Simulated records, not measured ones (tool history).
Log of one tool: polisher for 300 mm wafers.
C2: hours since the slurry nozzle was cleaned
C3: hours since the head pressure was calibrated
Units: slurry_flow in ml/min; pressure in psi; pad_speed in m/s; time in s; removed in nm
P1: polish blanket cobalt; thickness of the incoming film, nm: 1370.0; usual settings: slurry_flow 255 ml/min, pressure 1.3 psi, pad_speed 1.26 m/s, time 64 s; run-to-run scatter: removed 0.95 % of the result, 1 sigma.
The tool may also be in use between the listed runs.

{"run": 1, "hour": 13.9, "slurry_flow": 255, "pressure": 1.3, "pad_speed": 1.26, "time": 64, "wafers polished on this pad": 344, "C2": 217.5, "C3": 257.5, "removed": 282.06}
{"run": 2, "hour": 23.2, "slurry_flow": 255, "pressure": 1.3, "pad_speed": 1.26, "time": 64, "wafers polished on this pad": 418, "C2": 226.8, "C3": 266.8, "removed": 279.36}
{"run": 3, "hour": 37.0, "slurry_flow": 255, "pressure": 1.3, "pad_speed": 1.26, "time": 64, "wafers polished on this pad": 528, "C2": 240.6, "C3": 280.6, "removed": 279.01}
{"run": 4, "hour": 50.4, "slurry_flow": 255, "pressure": 2.1, "pad_speed": 1.26, "time": 64, "wafers polished on this pad": 635, "C2": 254.0, "C3": 294.0, "removed": 453.5}
{"run": 5, "hour": 60.5, "slurry_flow": 255, "pressure": 1.3, "pad_speed": 0.74, "time": 64, "wafers polished on this pad": 715, "C2": 264.1, "C3": 304.1, "removed": 164.99}
{"run": 6, "hour": 72.5, "slurry_flow": 255, "pressure": 1.3, "pad_speed": 1.26, "time": 89, "wafers polished on this pad": 811, "C2": 276.1, "C3": 316.1, "removed": 389.68}
{"run": 7, "hour": 85.6, "slurry_flow": 255, "pressure": 1.3, "pad_speed": 1.26, "time": 64, "wafers polished on this pad": 915, "C2": 289.2, "C3": 329.2, "removed": 284.61}
{"run": 8, "hour": 96.4, "slurry_flow": 155, "pressure": 1.3, "pad_speed": 1.26, "time": 64, "wafers polished on this pad": 1001, "C2": 300.0, "C3": 340.0, "removed": 260.3}
{"run": 9, "hour": 103.5, "slurry_flow": 255, "pressure": 0.8, "pad_speed": 1.74, "time": 64, "wafers polished on this pad": 1057, "C2": 307.1, "C3": 347.1, "removed": 237.92}
{"run": 10, "hour": 113.7, "slurry_flow": 255, "pressure": 1.3, "pad_speed": 1.64, "time": 64, "wafers polished on this pad": 1139, "C2": 317.3, "C3": 357.3, "removed": 367.43}
{"run": 11, "hour": 124.5, "slurry_flow": 255, "pressure": 0.9, "pad_speed": 1.58, "time": 64, "wafers polished on this pad": 1225, "C2": 328.1, "C3": 368.1, "removed": 240.26}
{"run": 12, "hour": 132.2, "slurry_flow": 370, "pressure": 1.3, "pad_speed": 1.26, "time": 64, "wafers polished on this pad": 1286, "C2": 335.8, "C3": 375.8, "removed": 286.3}

Forecast run 13:
{"run": 13, "hour": 141.9, "slurry_flow": 255, "pressure": 1.3, "pad_speed": 1.26, "time": 29, "wafers polished on this pad": 1363, "C2": 345.5, "C3": 385.5, "removed": "?"}

Run 13 gave removed 125.14 nm.
